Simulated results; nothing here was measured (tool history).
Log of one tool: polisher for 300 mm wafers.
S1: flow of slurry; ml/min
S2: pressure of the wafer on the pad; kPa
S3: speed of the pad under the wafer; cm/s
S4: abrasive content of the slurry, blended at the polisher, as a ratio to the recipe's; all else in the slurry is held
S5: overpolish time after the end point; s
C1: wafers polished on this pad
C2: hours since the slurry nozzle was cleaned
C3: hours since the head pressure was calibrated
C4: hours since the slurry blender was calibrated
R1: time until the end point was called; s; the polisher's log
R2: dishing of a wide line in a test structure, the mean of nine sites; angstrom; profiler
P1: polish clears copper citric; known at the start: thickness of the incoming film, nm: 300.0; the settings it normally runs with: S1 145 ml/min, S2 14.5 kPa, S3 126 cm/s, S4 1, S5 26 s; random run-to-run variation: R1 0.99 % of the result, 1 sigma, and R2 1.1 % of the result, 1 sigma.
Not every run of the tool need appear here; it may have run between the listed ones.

run 1 day=0.562 | S1=145 S2=14.5 S3=126 S4=1 S5=26 | C1=392 C2=77.5 C3=112 C4=116.2 | R1=131.71 R2=378.98
run 2 day=0.95 | S1=145 S2=14.5 S3=82 S4=1 S5=26 | C1=446 C2=86.8 C3=121.3 C4=125.5 | R1=195.24 R2=275.02
run 3 day=1.462 | S1=85 S2=14.5 S3=126 S4=1 S5=26 | C1=516 C2=99.1 C3=133.6 C4=137.8 | R1=145.18 R2=347.75
run 4 day=1.808 | S1=145 S2=14.5 S3=126 S4=0.55 S5=26 | C1=564 C2=107.4 C3=141.9 C4=146.1 | R1=147.73 R2=351.94
run 5 day=2.329 | S1=145 S2=14.5 S3=178 S4=1 S5=26 | C1=635 C2=119.9 C3=154.4 C4=158.6 | R1=90.907 R2=479.71
run 6 day=3.008 | S1=145 S2=6.9 S3=126 S4=1 S5=26 | C1=729 C2=136.2 C3=170.7 C4=174.9 | R1=261.99 R2=208.53
run 7 day=3.546 | S1=195 S2=14.5 S3=126 S4=1 S5=26 | C1=803 C2=149.1 C3=183.6 C4=187.8 | R1=124.49 R2=402.36
run 8 day=3.888 | S1=145 S2=14.5 S3=126 S4=1 S5=26 | C1=850 C2=157.3 C3=191.8 C4=196 | R1=129.79 R2=382.92
run 9 day=4.208 | S1=145 S2=14.5 S3=126 S4=1 S5=50 | C1=894 C2=165 C3=199.5 C4=203.7 | R1=127.92 R2=590.39
run 10 day=4.7 | S1=145 S2=14.5 S3=126 S4=1 S5=26 | C1=961 C2=176.8 C3=211.3 C4=215.5 | R1=130.2 R2=385.73
-- day=5.075 slurry blender recalibrated
run 11 day=5.358 | S1=145 S2=14.5 S3=126 S4=1 S5=10 | C1=1052 C2=192.6 C3=227.1 C4=6.8 | R1=131.71 R2=171.42
run 12 day=5.912 | S1=95 S2=14.5 S3=126 S4=1.45 S5=26 | C1=1128 C2=205.9 C3=240.4 C4=20.1 | R1=130.89 R2=386.85
run 13 day=6.267 | S1=145 S2=14.5 S3=126 S4=1 S5=26 | C1=1177 C2=214.4 C3=248.9 C4=28.6 | R1=128.38 R2=380.81
-- day=6.825 worn pad replaced by a new one
run 14 day=6.854 | S1=145 S2=20.7 S3=126 S4=1 S5=26 | C1=4 C2=228.5 C3=263 C4=42.7 | R1=92.451 R2=524.81
run 15 day=7.342 | S1=110 S2=14.5 S3=74 S4=1 S5=26 | C1=71 C2=240.2 C3=274.7 C4=54.4 | R1=232.42 R2=245.94
run 16 day=7.825 | S1=145 S2=14.5 S3=126 S4=1.45 S5=26 | C1=138 C2=251.8 C3=286.3 C4=66 | R1=119.15 R2=413.4
run 17 day=8.446 | S1=145 S2=14.5 S3=126 S4=1 S5=26 | C1=223 C2=266.7 C3=301.2 C4=80.9 | R1=129.23 R2=385.73
run 18 day=9.033 | S1=145 S2=14.5 S3=126 S4=1 S5=26 | C1=304 C2=280.8 C3=315.3 C4=95 | R1=132.82 R2=376.12
run 19 day=9.483 | S1=145 S2=14.5 S3=126 S4=1 S5=26 | C1=366 C2=291.6 C3=326.1 C4=105.8 | R1=134.91 R2=380.82
run 20 day=9.979 | S1=145 S2=14.5 S3=126 S4=1 S5=26 | C1=434 C2=303.5 C3=338 C4=117.7 | R1=136.83 R2=369.37
run 21 day=10.671 | S1=145 S2=14.5 S3=126 S4=1 S5=26 | C1=529 C2=320.1 C3=354.6 C4=134.3 | R1=140.55 R2=366.18
-- day=10.704 head pressure recalibrated
-- day=11.15 worn pad replaced by a new one
run 22 day=11.242 | S1=145 S2=14.5 S3=126 S4=1 S5=26 | C1=12 C2=333.8 C3=12.9 C4=148 | R1=142.27 R2=361.24
run 23 day=11.588 | S1=145 S2=14.5 S3=126 S4=1 S5=26 | C1=60 C2=342.1 C3=21.2 C4=156.3 | R1=141.18 R2=361.49
run 24 day=12.312 | S1=145 S2=14.5 S3=126 S4=1 S5=26 | C1=160 C2=359.5 C3=38.6 C4=173.7 | R1=141.33 R2=364.01
run 25 day=12.775 | S1=145 S2=14.5 S3=126 S4=1 S5=26 | C1=223 C2=370.6 C3=49.7 C4=184.8 | R1=142.2 R2=363.95

P1 has crept away from where it was. The log is fitted equally well by each of these 2 causes, at the sizes shown:
A: abrasive missing from the slurry, % = 34.2
B: slurry flow missing at the pad, % = 33.3
The process output started creeping at around day 8.446.
What rules out each remaining cause:
removal rate lost through wear of the pad, %: work on it at day 11.15, done after the drift set in, did not restore what the process gave before
head's pressure below its setpoint, %: work on it at day 10.704, done after the drift set in, did not restore what the process gave before

Which of the 4 check runs listed below, each an average over 2 wafers with its results shown as question marks, gives clearly different results under the different listed causes?
run check 1 day=13.238 | S1=145 S2=17.2 S3=162 S4=1 S5=26 | R1=? R2=?
run check 2 day=13.238 | S1=85 S2=14.5 S3=126 S4=1 S5=46 | R1=? R2=?
run check 3 day=13.238 | S1=145 S2=11.7 S3=126 S4=1 S5=26 | R1=? R2=?
run check 4 day=13.238 | S1=145 S2=11.7 S3=126 S4=1 S5=13 | R1=? R2=?

What every check run would give for each of its results, assuming each possible cause in turn:
check=check_1 result=R1 if_A=93.195 if_B=93.18
check=check_1 result=R2 if_A=497.77 if_B=497.83
check=check_2 result=R1 if_A=159.69 if_B=168.05
check=check_2 result=R2 if_A=498.79 if_B=481.94
check=check_3 result=R1 if_A=173.44 if_B=173.41
check=check_3 result=R2 if_A=301.37 if_B=301.41
check=check_4 result=R1 if_A=173.44 if_B=173.41
check=check_4 result=R2 if_A=166.91 if_B=166.94
Per check, the gap between the least separated pair of causes, taken in the result that splits them most: check 1 0.02 %; check 2 5.1 %; check 3 0.02 %; check 4 0.02 %
The causes can be told apart only by check 2. The other checks would give nearly the same results under each of them.

Here is what check 2 returned: R1 166.94 s; R2 483.53 angstrom. Which cause is it?

B is the cause: slurry flow missing at the pad, %.

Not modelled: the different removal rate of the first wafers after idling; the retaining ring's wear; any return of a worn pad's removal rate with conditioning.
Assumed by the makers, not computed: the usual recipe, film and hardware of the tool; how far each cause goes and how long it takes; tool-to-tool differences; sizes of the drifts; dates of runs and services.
